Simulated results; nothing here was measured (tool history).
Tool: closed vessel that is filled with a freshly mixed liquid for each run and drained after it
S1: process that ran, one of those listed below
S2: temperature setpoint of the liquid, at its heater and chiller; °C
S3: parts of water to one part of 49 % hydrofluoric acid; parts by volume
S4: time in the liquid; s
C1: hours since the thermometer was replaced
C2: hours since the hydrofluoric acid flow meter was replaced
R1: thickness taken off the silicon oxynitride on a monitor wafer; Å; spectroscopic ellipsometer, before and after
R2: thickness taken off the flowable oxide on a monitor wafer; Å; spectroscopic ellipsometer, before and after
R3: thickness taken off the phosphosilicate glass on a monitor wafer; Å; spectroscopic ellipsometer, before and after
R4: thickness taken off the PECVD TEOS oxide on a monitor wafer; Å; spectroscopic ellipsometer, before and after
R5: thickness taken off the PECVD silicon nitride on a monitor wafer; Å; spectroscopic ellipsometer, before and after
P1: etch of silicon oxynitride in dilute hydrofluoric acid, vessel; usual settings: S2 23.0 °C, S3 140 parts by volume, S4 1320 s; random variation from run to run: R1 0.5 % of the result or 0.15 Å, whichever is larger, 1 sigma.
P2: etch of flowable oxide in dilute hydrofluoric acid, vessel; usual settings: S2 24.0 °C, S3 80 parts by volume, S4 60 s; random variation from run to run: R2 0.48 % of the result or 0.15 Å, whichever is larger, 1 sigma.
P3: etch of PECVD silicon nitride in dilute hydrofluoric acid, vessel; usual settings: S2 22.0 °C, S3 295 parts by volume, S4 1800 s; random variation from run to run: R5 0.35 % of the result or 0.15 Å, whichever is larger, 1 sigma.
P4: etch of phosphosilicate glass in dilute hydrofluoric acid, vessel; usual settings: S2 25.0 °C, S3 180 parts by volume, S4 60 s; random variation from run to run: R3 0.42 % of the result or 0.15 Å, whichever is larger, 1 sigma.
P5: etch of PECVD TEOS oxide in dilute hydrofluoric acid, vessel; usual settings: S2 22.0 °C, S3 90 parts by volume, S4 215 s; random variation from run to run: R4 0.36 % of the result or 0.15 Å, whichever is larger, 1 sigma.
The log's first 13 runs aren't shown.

run,day,S1,S2,S3,S4,C1,C2,R1,R2,R3,R4,R5
14,7.817,P5,22.0,90,215,2246.7,600.6,,,,336.66,
15,8.254,P1,18.5,140,1320,2257.2,611.1,336.270,,,,
16,8.592,P1,23.0,140,1320,2265.3,619.2,419.490,,,,
17,9.221,P3,22.0,125,1800,2280.4,634.3,,,,,383.13
# day 9.775: thermometer replaced
18,9.908,P4,25.0,45,60,3.2,650.8,,,2076.20,,
19,10.279,P1,29.0,40,1320,12.1,659.7,2121.400,,,,
20,10.854,P5,22.0,90,435,25.9,673.5,,,,679.28,
21,11.292,P1,30.5,140,1320,36.4,684.0,587.280,,,,
22,11.833,P4,25.0,180,60,49.4,697.0,,,436.28,,
23,12.162,P3,22.0,295,1800,57.3,704.9,,,,,164.99
24,12.633,P1,23.0,45,1320,68.6,716.2,1397.700,,,,
25,12.996,P4,25.0,180,60,77.3,724.9,,,438.22,,
26,13.342,P2,24.0,80,110,85.6,733.2,,824.83,,,
27,13.929,P1,23.0,140,1320,99.7,747.3,419.680,,,,
28,14.583,P3,22.0,295,1800,115.4,763.0,,,,,164.18
29,15.296,P1,30.0,35,1320,132.5,780.1,2565.000,,,,
30,15.946,P1,23.0,140,1320,148.1,795.7,418.990,,,,
31,16.362,P1,23.0,140,2050,158.1,805.7,650.540,,,,
32,16.725,P5,22.0,90,215,166.8,814.4,,,,335.77,
33,17.388,P1,23.0,140,1320,182.7,830.3,416.910,,,,

The next listed run, before its measurement:
34,17.708,P1,23.0,140,1320,190.4,838.0,?,,,,

R1: 427.930 Å
